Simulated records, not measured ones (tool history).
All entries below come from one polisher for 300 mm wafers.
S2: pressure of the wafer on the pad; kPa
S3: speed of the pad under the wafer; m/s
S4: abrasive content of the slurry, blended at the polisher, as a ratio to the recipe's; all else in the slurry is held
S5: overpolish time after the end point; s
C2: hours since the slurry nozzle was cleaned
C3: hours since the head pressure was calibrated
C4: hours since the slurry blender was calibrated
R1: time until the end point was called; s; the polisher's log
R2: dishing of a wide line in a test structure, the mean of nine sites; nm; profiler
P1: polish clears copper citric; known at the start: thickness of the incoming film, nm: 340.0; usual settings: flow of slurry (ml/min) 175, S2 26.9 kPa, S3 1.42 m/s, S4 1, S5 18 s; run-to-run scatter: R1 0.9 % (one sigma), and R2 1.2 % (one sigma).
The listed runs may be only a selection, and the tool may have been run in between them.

{"run": 1, "hour": 10.7, "flow of slurry (ml/min)": 175, "S2": 26.9, "S3": 1.42, "S4": 1, "S5": 18, "wafers polished on this pad": 171, "C2": 127, "C3": 226.1, "C4": 104.2, "R1": 82.779, "R2": 47.213}
{"run": 2, "hour": 20.3, "flow of slurry (ml/min)": 175, "S2": 26.9, "S3": 1.42, "S4": 1, "S5": 18, "wafers polished on this pad": 217, "C2": 136.6, "C3": 235.7, "C4": 113.8, "R1": 82.037, "R2": 47.314}
{"run": 3, "hour": 31.4, "flow of slurry (ml/min)": 175, "S2": 35.2, "S3": 1.42, "S4": 1, "S5": 18, "wafers polished on this pad": 269, "C2": 147.7, "C3": 246.8, "C4": 124.9, "R1": 63.688, "R2": 57.338}
{"run": 4, "hour": 49.2, "flow of slurry (ml/min)": 175, "S2": 26.9, "S3": 1.42, "S4": 1, "S5": 18, "wafers polished on this pad": 354, "C2": 165.5, "C3": 264.6, "C4": 142.7, "R1": 83.443, "R2": 47.285}
{"run": 5, "hour": 61.4, "flow of slurry (ml/min)": 175, "S2": 39.3, "S3": 1.42, "S4": 1, "S5": 35, "wafers polished on this pad": 412, "C2": 177.7, "C3": 276.8, "C4": 154.9, "R1": 56.332, "R2": 87.815}
{"run": 6, "hour": 71.7, "flow of slurry (ml/min)": 175, "S2": 26.9, "S3": 1.42, "S4": 0.5, "S5": 18, "wafers polished on this pad": 461, "C2": 188, "C3": 287.1, "C4": 165.2, "R1": 93.961, "R2": 42.196}
{"run": 7, "hour": 90.0, "flow of slurry (ml/min)": 175, "S2": 26.9, "S3": 2, "S4": 1, "S5": 18, "wafers polished on this pad": 548, "C2": 206.3, "C3": 305.4, "C4": 183.5, "R1": 58.689, "R2": 58.886}
{"run": 8, "hour": 107.1, "flow of slurry (ml/min)": 175, "S2": 26.9, "S3": 1.42, "S4": 1.5, "S5": 18, "wafers polished on this pad": 630, "C2": 223.4, "C3": 322.5, "C4": 200.6, "R1": 74.364, "R2": 48.981}
{"run": 9, "hour": 115.4, "flow of slurry (ml/min)": 265, "S2": 26.9, "S3": 1.42, "S4": 1, "S5": 18, "wafers polished on this pad": 669, "C2": 231.7, "C3": 330.8, "C4": 208.9, "R1": 78.139, "R2": 47.98}
{"run": 10, "hour": 131.2, "flow of slurry (ml/min)": 105, "S2": 26.9, "S3": 1.42, "S4": 1, "S5": 18, "wafers polished on this pad": 744, "C2": 247.5, "C3": 346.6, "C4": 224.7, "R1": 91.315, "R2": 43.678}
{"run": 11, "hour": 141.7, "flow of slurry (ml/min)": 175, "S2": 26.9, "S3": 0.94, "S4": 1, "S5": 18, "wafers polished on this pad": 794, "C2": 258, "C3": 357.1, "C4": 235.2, "R1": 125.43, "R2": 34.069}
{"run": 12, "hour": 151.1, "flow of slurry (ml/min)": 175, "S2": 26.9, "S3": 1.9, "S4": 1.4, "S5": 18, "wafers polished on this pad": 839, "C2": 267.4, "C3": 366.5, "C4": 244.6, "R1": 56.692, "R2": 59.452}
{"run": 13, "hour": 162.3, "flow of slurry (ml/min)": 175, "S2": 26.9, "S3": 1.42, "S4": 1, "S5": 27, "wafers polished on this pad": 892, "C2": 278.6, "C3": 377.7, "C4": 255.8, "R1": 81.883, "R2": 61.31}
{"run": 14, "hour": 178.0, "flow of slurry (ml/min)": 175, "S2": 26.9, "S3": 1.42, "S4": 1, "S5": 18, "wafers polished on this pad": 967, "C2": 294.3, "C3": 393.4, "C4": 271.5, "R1": 83.193, "R2": 47.025}
{"run": 15, "hour": 190.4, "flow of slurry (ml/min)": 175, "S2": 40, "S3": 2.18, "S4": 1, "S5": 18, "wafers polished on this pad": 1026, "C2": 306.7, "C3": 405.8, "C4": 283.9, "R1": 35.905, "R2": 78.345}
{"hour": 192.5, "done": "head pressure recalibrated"}
{"run": 16, "hour": 206.9, "flow of slurry (ml/min)": 175, "S2": 12.4, "S3": 1.42, "S4": 1, "S5": 18, "wafers polished on this pad": 1104, "C2": 323.2, "C3": 14.5, "C4": 300.4, "R1": 173.4, "R2": 25.177}
{"run": 17, "hour": 217.3, "flow of slurry (ml/min)": 175, "S2": 26.9, "S3": 1.42, "S4": 1, "S5": 18, "wafers polished on this pad": 1154, "C2": 333.6, "C3": 24.9, "C4": 310.8, "R1": 82.576, "R2": 47.11}
{"run": 18, "hour": 227.9, "flow of slurry (ml/min)": 175, "S2": 26.9, "S3": 1.42, "S4": 1, "S5": 5, "wafers polished on this pad": 1204, "C2": 344.2, "C3": 35.5, "C4": 321.4, "R1": 82.125, "R2": 15.862}
{"run": 19, "hour": 241.2, "flow of slurry (ml/min)": 175, "S2": 26.9, "S3": 1.42, "S4": 1, "S5": 18, "wafers polished on this pad": 1268, "C2": 357.5, "C3": 48.8, "C4": 334.7, "R1": 82.038, "R2": 47.027}
{"run": 20, "hour": 254.2, "flow of slurry (ml/min)": 175, "S2": 26.9, "S3": 1.42, "S4": 1, "S5": 18, "wafers polished on this pad": 1330, "C2": 370.5, "C3": 61.8, "C4": 347.7, "R1": 86.018, "R2": 44.886}
{"run": 21, "hour": 262.7, "flow of slurry (ml/min)": 175, "S2": 26.9, "S3": 1.42, "S4": 1, "S5": 18, "wafers polished on this pad": 1370, "C2": 379, "C3": 70.3, "C4": 356.2, "R1": 87.856, "R2": 44.444}
{"run": 22, "hour": 270.9, "flow of slurry (ml/min)": 175, "S2": 26.9, "S3": 1.42, "S4": 1, "S5": 18, "wafers polished on this pad": 1409, "C2": 387.2, "C3": 78.5, "C4": 364.4, "R1": 88.521, "R2": 44.333}
{"hour": 279.5, "done": "slurry blender recalibrated"}
{"run": 23, "hour": 281.9, "flow of slurry (ml/min)": 175, "S2": 26.9, "S3": 1.42, "S4": 1, "S5": 18, "wafers polished on this pad": 1461, "C2": 398.2, "C3": 89.5, "C4": 2.5, "R1": 89.261, "R2": 44.124}
{"hour": 284.5, "done": "head pressure recalibrated"}
{"run": 24, "hour": 292.4, "flow of slurry (ml/min)": 175, "S2": 26.9, "S3": 1.42, "S4": 1, "S5": 18, "wafers polished on this pad": 1511, "C2": 408.7, "C3": 8, "C4": 13, "R1": 89.231, "R2": 43.895}

Estimate the outcome of run 25 from the log above:
{"run": 25, "hour": 301.8, "flow of slurry (ml/min)": 175, "S2": 26.9, "S3": 1.42, "S4": 1, "S5": 18, "wafers polished on this pad": 1556, "C2": 418.1, "C3": 17.4, "C4": 22.4, "R1": "?", "R2": "?"}

{"run 25": {"R1": 90.046, "R2": 43.828}}
